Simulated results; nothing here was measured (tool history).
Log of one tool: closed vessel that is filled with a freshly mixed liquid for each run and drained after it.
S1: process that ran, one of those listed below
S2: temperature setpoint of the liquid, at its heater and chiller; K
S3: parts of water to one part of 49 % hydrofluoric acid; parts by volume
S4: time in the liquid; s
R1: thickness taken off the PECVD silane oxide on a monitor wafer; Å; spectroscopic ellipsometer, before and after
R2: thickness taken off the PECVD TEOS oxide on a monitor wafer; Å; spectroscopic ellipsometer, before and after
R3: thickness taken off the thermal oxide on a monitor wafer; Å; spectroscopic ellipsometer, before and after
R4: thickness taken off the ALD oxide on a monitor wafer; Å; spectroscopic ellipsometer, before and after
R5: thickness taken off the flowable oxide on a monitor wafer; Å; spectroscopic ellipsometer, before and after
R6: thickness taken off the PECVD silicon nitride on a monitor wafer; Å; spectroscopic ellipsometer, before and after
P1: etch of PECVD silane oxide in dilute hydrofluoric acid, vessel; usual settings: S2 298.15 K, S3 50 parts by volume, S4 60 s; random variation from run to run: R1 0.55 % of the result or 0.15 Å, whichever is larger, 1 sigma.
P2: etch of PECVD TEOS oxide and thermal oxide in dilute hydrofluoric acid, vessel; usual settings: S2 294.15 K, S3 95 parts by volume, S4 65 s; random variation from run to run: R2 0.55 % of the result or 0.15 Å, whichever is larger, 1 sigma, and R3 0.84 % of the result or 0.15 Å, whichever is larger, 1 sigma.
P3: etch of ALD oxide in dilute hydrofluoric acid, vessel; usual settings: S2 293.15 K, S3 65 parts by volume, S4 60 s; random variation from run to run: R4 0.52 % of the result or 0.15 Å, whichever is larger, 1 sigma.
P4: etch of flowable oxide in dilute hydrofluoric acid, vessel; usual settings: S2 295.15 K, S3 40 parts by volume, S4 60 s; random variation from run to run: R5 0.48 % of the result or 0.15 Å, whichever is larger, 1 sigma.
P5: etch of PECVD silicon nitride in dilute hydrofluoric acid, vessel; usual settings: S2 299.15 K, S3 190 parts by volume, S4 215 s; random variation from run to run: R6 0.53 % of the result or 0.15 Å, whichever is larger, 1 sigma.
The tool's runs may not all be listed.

| run | day | S1 | S2 | S3 | S4 | R1 | R2 | R3 | R4 | R5 | R6 |
|---|---|---|---|---|---|---|---|---|---|---|---|
| 1 | 0.471 | P1 | 298.15 | 50 | 60 | 215.80 |  |  |  |  |  |
| 2 | 0.821 | P1 | 291.65 | 50 | 60 | 162.43 |  |  |  |  |  |
| 3 | 1.117 | P1 | 298.15 | 80 | 60 | 129.54 |  |  |  |  |  |
| 4 | 1.388 | P1 | 298.15 | 50 | 60 | 213.97 |  |  |  |  |  |
| 5 | 1.671 | P2 | 299.15 | 95 | 65 |  | 209.910 | 33.376 |  |  |  |
| 6 | 1.938 | P3 | 297.15 | 65 | 60 |  |  |  | 233.14 |  |  |
| 7 | 2.275 | P1 | 298.15 | 50 | 60 | 216.58 |  |  |  |  |  |
| 8 | 2.483 | P1 | 305.65 | 50 | 60 | 294.49 |  |  |  |  |  |
| 9 | 2.704 | P1 | 298.15 | 50 | 60 | 217.27 |  |  |  |  |  |
| 10 | 2.950 | P1 | 298.15 | 50 | 60 | 214.52 |  |  |  |  |  |
| 11 | 3.354 | P1 | 298.15 | 50 | 90 | 322.75 |  |  |  |  |  |
| 12 | 3.812 | P1 | 298.15 | 30 | 60 | 371.86 |  |  |  |  |  |
| 13 | 4.225 | P4 | 295.15 | 40 | 60 |  |  |  |  | 745.73 |  |
| 14 | 4.562 | P5 | 299.15 | 190 | 215 |  |  |  |  |  | 43.735 |
| 15 | 4.800 | P2 | 294.15 | 95 | 65 |  | 169.590 | 28.007 |  |  |  |
| 16 | 5.200 | P4 | 295.15 | 40 | 60 |  |  |  |  | 743.70 |  |
| 17 | 5.675 | P1 | 298.15 | 50 | 60 | 214.29 |  |  |  |  |  |
| 18 | 6.067 | P3 | 293.15 | 90 | 60 |  |  |  | 138.56 |  |  |
| 19 | 6.304 | P5 | 294.15 | 190 | 215 |  |  |  |  |  | 31.303 |
| 20 | 6.733 | P5 | 299.15 | 190 | 430 |  |  |  |  |  | 86.590 |
| 21 | 7.142 | P4 | 295.15 | 20 | 60 |  |  |  |  | 1528.00 |  |
| 22 | 7.538 | P5 | 299.15 | 105 | 215 |  |  |  |  |  | 77.465 |

Run 23 comes next. What will it give?
| 23 | 7.858 | P2 | 294.15 | 95 | 30 |  | ? | ? |  |  |  |

R2: 78.912 Å
R3: 12.628 Å
